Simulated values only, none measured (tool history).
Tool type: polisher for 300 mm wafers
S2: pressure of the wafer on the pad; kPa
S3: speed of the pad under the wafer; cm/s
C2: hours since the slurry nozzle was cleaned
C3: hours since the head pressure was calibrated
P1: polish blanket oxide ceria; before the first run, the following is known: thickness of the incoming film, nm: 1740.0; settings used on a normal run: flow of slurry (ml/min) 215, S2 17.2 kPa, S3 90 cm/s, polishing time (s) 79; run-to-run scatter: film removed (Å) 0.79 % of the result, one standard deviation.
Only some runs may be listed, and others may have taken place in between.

run 1 hour=2.4 | flow_of_slurry_(ml/min)=215 S2=17.2 S3=90 polishing_time_(s)=79 | wafers_polished_on_this_pad=583 C2=154.7 C3=96.7 | film_removed_(Å)=2485.7
run 2 hour=6.1 | flow_of_slurry_(ml/min)=215 S2=13.1 S3=126 polishing_time_(s)=79 | wafers_polished_on_this_pad=625 C2=158.4 C3=100.4 | film_removed_(Å)=2686.2
run 3 hour=10.7 | flow_of_slurry_(ml/min)=215 S2=17.2 S3=142 polishing_time_(s)=79 | wafers_polished_on_this_pad=678 C2=163.0 C3=105.0 | film_removed_(Å)=3974.9
run 4 hour=14.8 | flow_of_slurry_(ml/min)=215 S2=17.2 S3=90 polishing_time_(s)=123 | wafers_polished_on_this_pad=726 C2=167.1 C3=109.1 | film_removed_(Å)=3897.2
run 5 hour=17.5 | flow_of_slurry_(ml/min)=215 S2=17.2 S3=42 polishing_time_(s)=79 | wafers_polished_on_this_pad=757 C2=169.8 C3=111.8 | film_removed_(Å)=1184.3
run 6 hour=20.6 | flow_of_slurry_(ml/min)=215 S2=26.9 S3=90 polishing_time_(s)=79 | wafers_polished_on_this_pad=792 C2=172.9 C3=114.9 | film_removed_(Å)=3940.4
run 7 hour=25.2 | flow_of_slurry_(ml/min)=215 S2=8.3 S3=90 polishing_time_(s)=79 | wafers_polished_on_this_pad=845 C2=177.5 C3=119.5 | film_removed_(Å)=1206.4
run 8 hour=29.1 | flow_of_slurry_(ml/min)=215 S2=17.2 S3=90 polishing_time_(s)=79 | wafers_polished_on_this_pad=890 C2=181.4 C3=123.4 | film_removed_(Å)=2543.6
run 9 hour=33.3 | flow_of_slurry_(ml/min)=310 S2=17.2 S3=90 polishing_time_(s)=79 | wafers_polished_on_this_pad=939 C2=185.6 C3=127.6 | film_removed_(Å)=2582.7
-- hour=34.7 slurry nozzle cleaned
run 10 hour=35.6 | flow_of_slurry_(ml/min)=130 S2=17.2 S3=90 polishing_time_(s)=79 | wafers_polished_on_this_pad=965 C2=0.9 C3=129.9 | film_removed_(Å)=2334.2
run 11 hour=40.3 | flow_of_slurry_(ml/min)=215 S2=17.2 S3=90 polishing_time_(s)=79 | wafers_polished_on_this_pad=1019 C2=5.6 C3=134.6 | film_removed_(Å)=2477.4
run 12 hour=43.7 | flow_of_slurry_(ml/min)=215 S2=17.2 S3=90 polishing_time_(s)=79 | wafers_polished_on_this_pad=1058 C2=9.0 C3=138.0 | film_removed_(Å)=2525.2
run 13 hour=47.1 | flow_of_slurry_(ml/min)=215 S2=9.7 S3=140 polishing_time_(s)=79 | wafers_polished_on_this_pad=1098 C2=12.4 C3=141.4 | film_removed_(Å)=2214.3
run 14 hour=49.8 | flow_of_slurry_(ml/min)=215 S2=17.2 S3=90 polishing_time_(s)=36 | wafers_polished_on_this_pad=1129 C2=15.1 C3=144.1 | film_removed_(Å)=1154.7
run 15 hour=53.2 | flow_of_slurry_(ml/min)=215 S2=17.2 S3=90 polishing_time_(s)=79 | wafers_polished_on_this_pad=1168 C2=18.5 C3=147.5 | film_removed_(Å)=2541.3
run 16 hour=56.4 | flow_of_slurry_(ml/min)=215 S2=17.2 S3=90 polishing_time_(s)=79 | wafers_polished_on_this_pad=1205 C2=21.7 C3=150.7 | film_removed_(Å)=2468.3
run 17 hour=59.5 | flow_of_slurry_(ml/min)=215 S2=17.2 S3=90 polishing_time_(s)=79 | wafers_polished_on_this_pad=1240 C2=24.8 C3=153.8 | film_removed_(Å)=2430.9
run 18 hour=61.7 | flow_of_slurry_(ml/min)=215 S2=17.2 S3=90 polishing_time_(s)=79 | wafers_polished_on_this_pad=1266 C2=27.0 C3=156.0 | film_removed_(Å)=2386.6
run 19 hour=65.6 | flow_of_slurry_(ml/min)=215 S2=17.2 S3=90 polishing_time_(s)=79 | wafers_polished_on_this_pad=1311 C2=30.9 C3=159.9 | film_removed_(Å)=2370.2
run 20 hour=68.9 | flow_of_slurry_(ml/min)=215 S2=17.2 S3=90 polishing_time_(s)=79 | wafers_polished_on_this_pad=1349 C2=34.2 C3=163.2 | film_removed_(Å)=2382.4
run 21 hour=71.5 | flow_of_slurry_(ml/min)=215 S2=17.2 S3=90 polishing_time_(s)=79 | wafers_polished_on_this_pad=1379 C2=36.8 C3=165.8 | film_removed_(Å)=2338.4
run 22 hour=73.6 | flow_of_slurry_(ml/min)=215 S2=17.2 S3=90 polishing_time_(s)=79 | wafers_polished_on_this_pad=1403 C2=38.9 C3=167.9 | film_removed_(Å)=2330.2
-- hour=75.8 head pressure recalibrated
run 23 hour=76.9 | flow_of_slurry_(ml/min)=215 S2=17.2 S3=90 polishing_time_(s)=79 | wafers_polished_on_this_pad=1441 C2=42.2 C3=1.2 | film_removed_(Å)=2344.3
run 24 hour=79.2 | flow_of_slurry_(ml/min)=215 S2=17.2 S3=90 polishing_time_(s)=79 | wafers_polished_on_this_pad=1467 C2=44.5 C3=3.5 | film_removed_(Å)=2343.6
run 25 hour=83.3 | flow_of_slurry_(ml/min)=215 S2=17.2 S3=90 polishing_time_(s)=79 | wafers_polished_on_this_pad=1515 C2=48.6 C3=7.6 | film_removed_(Å)=2339.8
run 26 hour=85.8 | flow_of_slurry_(ml/min)=215 S2=17.2 S3=90 polishing_time_(s)=79 | wafers_polished_on_this_pad=1543 C2=51.1 C3=10.1 | film_removed_(Å)=2365.7

P1 no longer gives what it gave before; its output has crept away from where it was. The following 2 causes, each at its listed size, fit the log equally well:
A: removal rate lost through wear of the pad, % = 7.17
B: slurry flow missing at the pad, % = 37.8
Onset of the creep was near hour 53.2.
Ruled out, with reasons:
head's pressure below its setpoint, %: serviced after onset, at hour 75.8, with no recovery of the prior output

You are offered 4 check runs, listed below with question marks in place of their results; each one averages 2 wafers. Which run separates the listed causes by giving clearly different results for each?
run check 1 hour=88.3 | flow_of_slurry_(ml/min)=215 S2=26.2 S3=90 polishing_time_(s)=120 | film_removed_(Å)=?
run check 2 hour=88.3 | flow_of_slurry_(ml/min)=215 S2=17.2 S3=46 polishing_time_(s)=39 | film_removed_(Å)=?
run check 3 hour=88.3 | flow_of_slurry_(ml/min)=215 S2=9.0 S3=90 polishing_time_(s)=40 | film_removed_(Å)=?
run check 4 hour=88.3 | flow_of_slurry_(ml/min)=130 S2=17.2 S3=90 polishing_time_(s)=37 | film_removed_(Å)=?

How each check would come out, cause by cause:
check=check_1 result=film_removed_(Å) if_A=5405.80 if_B=5406.60
check=check_2 result=film_removed_(Å) if_A=590.77 if_B=590.85
check=check_3 result=film_removed_(Å) if_A=616.45 if_B=616.54
check=check_4 result=film_removed_(Å) if_A=1012.50 if_B=970.07
Separation of the two closest causes in each check, using whichever result separates them best: check 1 0.01 %; check 2 0.01 %; check 3 0.01 %; check 4 4.28 %
Of the check runs offered, only check 4 discriminates between the causes; the rest would read about the same regardless of which cause applies.

Check 4 was carried out, with these results: film removed (Å) 1014.80. Which of the listed causes is responsible?

The correct cause is A, namely: removal rate lost through wear of the pad, %.
